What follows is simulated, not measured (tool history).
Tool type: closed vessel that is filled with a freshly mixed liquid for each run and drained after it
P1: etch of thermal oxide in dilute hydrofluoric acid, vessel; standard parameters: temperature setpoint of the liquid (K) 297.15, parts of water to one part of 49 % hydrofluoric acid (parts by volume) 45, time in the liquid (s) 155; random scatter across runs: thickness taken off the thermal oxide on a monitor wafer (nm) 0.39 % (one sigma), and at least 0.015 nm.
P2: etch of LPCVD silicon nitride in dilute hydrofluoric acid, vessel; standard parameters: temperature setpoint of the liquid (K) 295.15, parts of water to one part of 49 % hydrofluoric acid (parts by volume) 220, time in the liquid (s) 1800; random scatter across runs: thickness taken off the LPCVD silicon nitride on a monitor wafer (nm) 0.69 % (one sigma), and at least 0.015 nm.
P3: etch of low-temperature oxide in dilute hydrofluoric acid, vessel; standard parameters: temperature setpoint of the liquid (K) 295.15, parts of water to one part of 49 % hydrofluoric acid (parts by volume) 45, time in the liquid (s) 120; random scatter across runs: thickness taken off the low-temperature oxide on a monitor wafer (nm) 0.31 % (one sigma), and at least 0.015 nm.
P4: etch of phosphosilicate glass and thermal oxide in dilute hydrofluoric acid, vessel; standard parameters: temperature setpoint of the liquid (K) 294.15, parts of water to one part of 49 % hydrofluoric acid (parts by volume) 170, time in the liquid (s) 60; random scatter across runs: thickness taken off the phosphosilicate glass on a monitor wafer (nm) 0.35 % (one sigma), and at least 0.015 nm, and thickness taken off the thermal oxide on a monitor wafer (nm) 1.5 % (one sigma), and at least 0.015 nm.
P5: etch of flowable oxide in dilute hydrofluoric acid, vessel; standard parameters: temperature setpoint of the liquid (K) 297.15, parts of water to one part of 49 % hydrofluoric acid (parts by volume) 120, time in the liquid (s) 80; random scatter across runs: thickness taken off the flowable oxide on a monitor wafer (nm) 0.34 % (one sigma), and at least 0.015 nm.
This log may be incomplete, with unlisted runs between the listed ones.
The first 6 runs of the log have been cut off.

| run | hour | process that ran | temperature setpoint of the liquid (K) | parts of water to one part of 49 % hydrofluoric acid (parts by volume) | time in the liquid (s) | hours since the thermometer was replaced | hours since the hydrofluoric acid flow meter was replaced | thickness taken off the thermal oxide on a monitor wafer (nm) | thickness taken off the low-temperature oxide on a monitor wafer (nm) | thickness taken off the flowable oxide on a monitor wafer (nm) | thickness taken off the phosphosilicate glass on a monitor wafer (nm) | thickness taken off the LPCVD silicon nitride on a monitor wafer (nm) |
|---|---|---|---|---|---|---|---|---|---|---|---|---|
| 7 | 45.8 | P5 | 297.15 | 25 | 80 | 949.6 | 893.7 |  |  | 122.980 |  |  |
| 8 | 53.9 | P4 | 300.65 | 170 | 60 | 957.7 | 901.8 | 1.7848 |  |  | 66.478 |  |
| 9 | 58.3 | P1 | 297.15 | 45 | 155 | 962.1 | 906.2 | 18.2410 |  |  |  |  |
| 10 | 66.0 | P5 | 297.15 | 120 | 140 | 969.8 | 913.9 |  |  | 39.982 |  |  |
| 11 | 75.6 | P3 | 299.15 | 45 | 120 | 979.4 | 923.5 |  | 32.881 |  |  |  |
| 12 | 84.9 | P2 | 295.15 | 220 | 3280 | 988.7 | 932.8 |  |  |  |  | 5.5461 |
| 13 | 91.1 | P4 | 294.15 | 35 | 60 | 994.9 | 939.0 | 7.9533 |  |  | 292.790 |  |
| 14 | 96.1 | P4 | 294.15 | 170 | 60 | 999.9 | 944.0 | 1.3739 |  |  | 52.439 |  |
| 15 | 102.6 | P2 | 302.65 | 220 | 1800 | 1006.4 | 950.5 |  |  |  |  | 4.8762 |
| 16 | 112.5 | P3 | 295.15 | 45 | 235 | 1016.3 | 960.4 |  | 54.693 |  |  |  |
| 17 | 121.8 | P3 | 295.15 | 20 | 120 | 1025.6 | 969.7 |  | 64.983 |  |  |  |
| 18 | 128.6 | P1 | 297.15 | 45 | 155 | 1032.4 | 976.5 | 18.2220 |  |  |  |  |
| 19 | 135.9 | P5 | 303.15 | 120 | 80 | 1039.7 | 983.8 |  |  | 28.511 |  |  |
| 20 | 142.3 | P1 | 297.15 | 45 | 155 | 1046.1 | 990.2 | 18.2360 |  |  |  |  |
| 21 | 150.1 | P1 | 297.15 | 45 | 55 | 1053.9 | 998.0 | 6.4312 |  |  |  |  |
| 22 | 156.0 | P2 | 295.15 | 110 | 1800 | 1059.8 | 1003.9 |  |  |  |  | 6.0744 |
| 23 | 165.1 | P1 | 297.15 | 45 | 155 | 1068.9 | 1013.0 | 18.3740 |  |  |  |  |
| 24 | 170.4 | P1 | 297.15 | 45 | 300 | 1074.2 | 1018.3 | 35.4150 |  |  |  |  |
| 25 | 177.1 | P2 | 295.15 | 220 | 1800 | 1080.9 | 1025.0 |  |  |  |  | 3.0685 |
| 26 | 183.7 | P1 | 297.15 | 45 | 155 | 1087.5 | 1031.6 | 18.3000 |  |  |  |  |
| 27 | 191.5 | P1 | 293.15 | 45 | 155 | 1095.3 | 1039.4 | 15.4420 |  |  |  |  |
| 28 | 199.0 | P4 | 294.15 | 170 | 110 | 1102.8 | 1046.9 | 2.4945 |  |  | 95.875 |  |
| 29 | 207.4 | P1 | 290.65 | 25 | 155 | 1111.2 | 1055.3 | 25.4460 |  |  |  |  |
| 30 | 214.0 | P1 | 303.65 | 45 | 155 | 1117.8 | 1061.9 | 23.6700 |  |  |  |  |
| 31 | 220.1 | P1 | 297.15 | 25 | 155 | 1123.9 | 1068.0 | 33.5940 |  |  |  |  |

Run 32 is up next; what results do you expect?
| 32 | 226.3 | P5 | 297.15 | 120 | 80 | 1130.1 | 1074.2 |  |  | ? |  |  |

For run 32 the tool returned thickness taken off the flowable oxide on a monitor wafer (nm) 22.815.
